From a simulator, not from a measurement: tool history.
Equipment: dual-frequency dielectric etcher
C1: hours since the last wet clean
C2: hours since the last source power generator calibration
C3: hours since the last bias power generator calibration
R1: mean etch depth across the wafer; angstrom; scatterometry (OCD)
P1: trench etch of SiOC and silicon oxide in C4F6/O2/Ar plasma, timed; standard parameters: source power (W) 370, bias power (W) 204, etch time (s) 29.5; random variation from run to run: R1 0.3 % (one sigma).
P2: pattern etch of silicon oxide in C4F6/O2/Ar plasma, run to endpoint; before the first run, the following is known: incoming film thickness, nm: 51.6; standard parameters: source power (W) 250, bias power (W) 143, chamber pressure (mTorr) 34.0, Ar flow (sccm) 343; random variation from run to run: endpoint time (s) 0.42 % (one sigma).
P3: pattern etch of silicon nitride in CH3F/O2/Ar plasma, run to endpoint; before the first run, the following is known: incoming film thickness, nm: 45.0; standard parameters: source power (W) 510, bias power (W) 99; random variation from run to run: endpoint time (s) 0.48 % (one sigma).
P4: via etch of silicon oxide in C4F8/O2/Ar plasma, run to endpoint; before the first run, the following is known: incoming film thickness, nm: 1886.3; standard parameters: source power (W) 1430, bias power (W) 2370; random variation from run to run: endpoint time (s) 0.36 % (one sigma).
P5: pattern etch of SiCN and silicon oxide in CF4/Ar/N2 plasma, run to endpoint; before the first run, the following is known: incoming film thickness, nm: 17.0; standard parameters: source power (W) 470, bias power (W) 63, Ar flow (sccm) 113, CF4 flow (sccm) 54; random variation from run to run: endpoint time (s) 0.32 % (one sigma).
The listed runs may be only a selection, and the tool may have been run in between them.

Run 1, hour 9.3: process that ran P1, source power (W) 370, bias power (W) 204, etch time (s) 29.5; C1 313.9; C2 2210.2; C3 677.9. Result: R1 593.23 angstrom.
Run 2, hour 15.9: process that ran P5, source power (W) 650, bias power (W) 63, Ar flow (sccm) 113, CF4 flow (sccm) 54; C1 320.5; C2 2216.8; C3 684.5. Result: endpoint time (s) 16.150.
Run 3, hour 21.6: process that ran P1, source power (W) 370, bias power (W) 144, etch time (s) 39.0; C1 326.2; C2 2222.5; C3 690.2. Result: R1 708.38 angstrom.
Run 4, hour 26.8: process that ran P1, source power (W) 520, bias power (W) 204, etch time (s) 29.5; C1 331.4; C2 2227.7; C3 695.4. Result: R1 673.78 angstrom.
Run 5, hour 35.6: process that ran P1, source power (W) 370, bias power (W) 204, etch time (s) 29.5; C1 340.2; C2 2236.5; C3 704.2. Result: R1 596.28 angstrom.
Run 6, hour 42.9: process that ran P3, source power (W) 510, bias power (W) 140; C1 347.5; C2 2243.8; C3 711.5. Result: endpoint time (s) 47.111.
Run 7, hour 53.2: process that ran P5, source power (W) 470, bias power (W) 63, Ar flow (sccm) 113, CF4 flow (sccm) 54; C1 357.8; C2 2254.1; C3 721.8. Result: endpoint time (s) 21.706.
At hour 58.8: wet clean of the chamber.
Run 8, hour 60.8: process that ran P1, source power (W) 370, bias power (W) 152, etch time (s) 29.5; C1 2.1; C2 2261.7; C3 729.4. Result: R1 540.19 angstrom.
Run 9, hour 65.8: process that ran P1, source power (W) 370, bias power (W) 248, etch time (s) 29.5; C1 7.1; C2 2266.7; C3 734.4. Result: R1 632.77 angstrom.
Run 10, hour 73.5: process that ran P2, source power (W) 250, bias power (W) 143, Ar flow (sccm) 343, chamber pressure (mTorr) 34.0; C1 14.8; C2 2274.4; C3 742.1. Result: endpoint time (s) 22.045.
Run 11, hour 80.7: process that ran P5, source power (W) 470, bias power (W) 37, Ar flow (sccm) 113, CF4 flow (sccm) 54; C1 22.0; C2 2281.6; C3 749.3. Result: endpoint time (s) 25.772.
Run 12, hour 85.7: process that ran P5, source power (W) 470, bias power (W) 63, Ar flow (sccm) 113, CF4 flow (sccm) 54; C1 27.0; C2 2286.6; C3 754.3. Result: endpoint time (s) 21.702.
Run 13, hour 96.3: process that ran P1, source power (W) 370, bias power (W) 204, etch time (s) 29.5; C1 37.6; C2 2297.2; C3 764.9. Result: R1 593.51 angstrom.
Run 14, hour 106.8: process that ran P2, source power (W) 320, bias power (W) 143, Ar flow (sccm) 343, chamber pressure (mTorr) 34.0; C1 48.1; C2 2307.7; C3 775.4. Result: endpoint time (s) 20.068.
Run 15, hour 114.8: process that ran P2, source power (W) 250, bias power (W) 143, Ar flow (sccm) 411, chamber pressure (mTorr) 34.0; C1 56.1; C2 2315.7; C3 783.4. Result: endpoint time (s) 22.515.
Run 16, hour 123.5: process that ran P1, source power (W) 370, bias power (W) 204, etch time (s) 29.5; C1 64.8; C2 2324.4; C3 792.1. Result: R1 595.85 angstrom.
Run 17, hour 128.6: process that ran P2, source power (W) 250, bias power (W) 200, Ar flow (sccm) 343, chamber pressure (mTorr) 34.0; C1 69.9; C2 2329.5; C3 797.2. Result: endpoint time (s) 19.751.
Run 18, hour 136.0: process that ran P4, source power (W) 1430, bias power (W) 2370; C1 77.3; C2 2336.9; C3 804.6. Result: endpoint time (s) 394.470.
Run 19, hour 145.6: process that ran P1, source power (W) 260, bias power (W) 204, etch time (s) 29.5; C1 86.9; C2 2346.5; C3 814.2. Result: R1 519.43 angstrom.
Run 20, hour 151.3: process that ran P3, source power (W) 670, bias power (W) 99; C1 92.6; C2 2352.2; C3 819.9. Result: endpoint time (s) 48.440.
Run 21, hour 157.3: process that ran P5, source power (W) 470, bias power (W) 63, Ar flow (sccm) 67, CF4 flow (sccm) 54; C1 98.6; C2 2358.2; C3 825.9. Result: endpoint time (s) 19.977.
Run 22, hour 165.0: process that ran P1, source power (W) 370, bias power (W) 204, etch time (s) 29.5; C1 106.3; C2 2365.9; C3 833.6. Result: R1 593.38 angstrom.
Run 23, hour 170.2: process that ran P1, source power (W) 370, bias power (W) 204, etch time (s) 18.5; C1 111.5; C2 2371.1; C3 838.8. Result: R1 373.96 angstrom.
Run 24, hour 177.6: process that ran P3, source power (W) 510, bias power (W) 99; C1 118.9; C2 2378.5; C3 846.2. Result: endpoint time (s) 53.206.
Run 25, hour 186.3: process that ran P4, source power (W) 1430, bias power (W) 3257; C1 127.6; C2 2387.2; C3 854.9. Result: endpoint time (s) 361.000.
Run 26, hour 190.9: process that ran P1, source power (W) 370, bias power (W) 204, etch time (s) 41.0; C1 132.2; C2 2391.8; C3 859.5. Result: R1 832.41 angstrom.
Run 27, hour 197.2: process that ran P5, source power (W) 470, bias power (W) 63, Ar flow (sccm) 113, CF4 flow (sccm) 36; C1 138.5; C2 2398.1; C3 865.8. Result: endpoint time (s) 23.175.
Run 28, hour 204.8: process that ran P4, source power (W) 2030, bias power (W) 2370; C1 146.1; C2 2405.7; C3 873.4. Result: endpoint time (s) 344.950.
Run 29, hour 214.5: process that ran P2, source power (W) 250, bias power (W) 143, Ar flow (sccm) 343, chamber pressure (mTorr) 44.5; C1 155.8; C2 2415.4; C3 883.1. Result: endpoint time (s) 22.837.
Run 30, hour 220.6: process that ran P2, source power (W) 250, bias power (W) 143, Ar flow (sccm) 343, chamber pressure (mTorr) 34.0; C1 161.9; C2 2421.5; C3 889.2. Result: endpoint time (s) 22.019.
Run 31, hour 231.2: process that ran P1, source power (W) 370, bias power (W) 204, etch time (s) 29.5; C1 172.5; C2 2432.1; C3 899.8. Result: R1 596.88 angstrom.
Run 32, hour 241.8: process that ran P1, source power (W) 370, bias power (W) 204, etch time (s) 29.5; C1 183.1; C2 2442.7; C3 910.4. Result: R1 590.61 angstrom.
Run 33, hour 247.0: process that ran P1, source power (W) 370, bias power (W) 204, etch time (s) 29.5; C1 188.3; C2 2447.9; C3 915.6. Result: R1 591.29 angstrom.
Run 34, hour 254.6: process that ran P1, source power (W) 370, bias power (W) 204, etch time (s) 29.5; C1 195.9; C2 2455.5; C3 923.2. Result: R1 588.60 angstrom.
Run 35, hour 259.3: process that ran P1, source power (W) 370, bias power (W) 204, etch time (s) 29.5; C1 200.6; C2 2460.2; C3 927.9. Result: R1 585.64 angstrom.
Run 36, hour 270.0: process that ran P1, source power (W) 370, bias power (W) 204, etch time (s) 29.5; C1 211.3; C2 2470.9; C3 938.6. Result: R1 585.36 angstrom.
Run 37, hour 276.3: process that ran P1, source power (W) 370, bias power (W) 204, etch time (s) 29.5; C1 217.6; C2 2477.2; C3 944.9. Result: R1 584.09 angstrom.
Run 38, hour 285.1: process that ran P1, source power (W) 370, bias power (W) 204, etch time (s) 29.5; C1 226.4; C2 2486.0; C3 953.7. Result: R1 583.12 angstrom.
At hour 290.0: wet clean of the chamber.
Run 39, hour 291.4: process that ran P1, source power (W) 370, bias power (W) 204, etch time (s) 29.5; C1 1.5; C2 2492.3; C3 960.0. Result: R1 590.67 angstrom.
Run 40, hour 300.2: process that ran P1, source power (W) 370, bias power (W) 204, etch time (s) 29.5; C1 10.3; C2 2501.1; C3 968.8. Result: R1 584.01 angstrom.
Run 41, hour 310.8: process that ran P1, source power (W) 370, bias power (W) 204, etch time (s) 29.5; C1 20.9; C2 2511.7; C3 979.4. Result: R1 585.11 angstrom.

P1 has crept away from where it was. The log is fitted equally well by each of these 2 causes, at the sizes shown:
A: source power that arrives under what is set, % = 3.99
B: bias power that arrives under what is set, % = 4.72
The process output started creeping at around hour 231.2.
Each remaining cause and why it is not a fit:
chamber walls in a state that lowers the etch rate, %: serviced at hour 290.0, after the drift had started, without restoring the earlier output

The 4 check runs listed below each average the results of 2 wafers, and their outcomes are marked with question marks. Under which run would the listed causes produce clearly different results?
Run check 1, hour 321.4: process that ran P5, source power (W) 640, bias power (W) 63, Ar flow (sccm) 86, CF4 flow (sccm) 54. Result: endpoint time (s) ?.
Run check 2, hour 321.4: process that ran P2, source power (W) 250, bias power (W) 143, Ar flow (sccm) 393, chamber pressure (mTorr) 34.0. Result: endpoint time (s) ?.
Run check 3, hour 321.4: process that ran P4, source power (W) 1770, bias power (W) 3168. Result: endpoint time (s) ?.
Run check 4, hour 321.4: process that ran P3, source power (W) 510, bias power (W) 135. Result: endpoint time (s) ?.

If the cause were each of the candidates in turn, the checks would give the following:
  check             result     if A     if B
check 1  endpoint time (s)   16.305   15.974
check 2  endpoint time (s)   22.765   22.743
check 3  endpoint time (s)  338.310  338.120
check 4  endpoint time (s)   48.375   48.539
How far apart the two closest causes lie, in the result that separates them most: check 1 2.05 %; check 2 0.09 %; check 3 0.06 %; check 4 0.34 %
Check 1 is the one run that separates the causes; every other check would come out nearly the same whichever cause is at work.

Running check 1 produced the following: endpoint time (s) 16.341. Which one of the listed causes fits?

The correct cause is A, namely: source power that arrives under what is set, %.
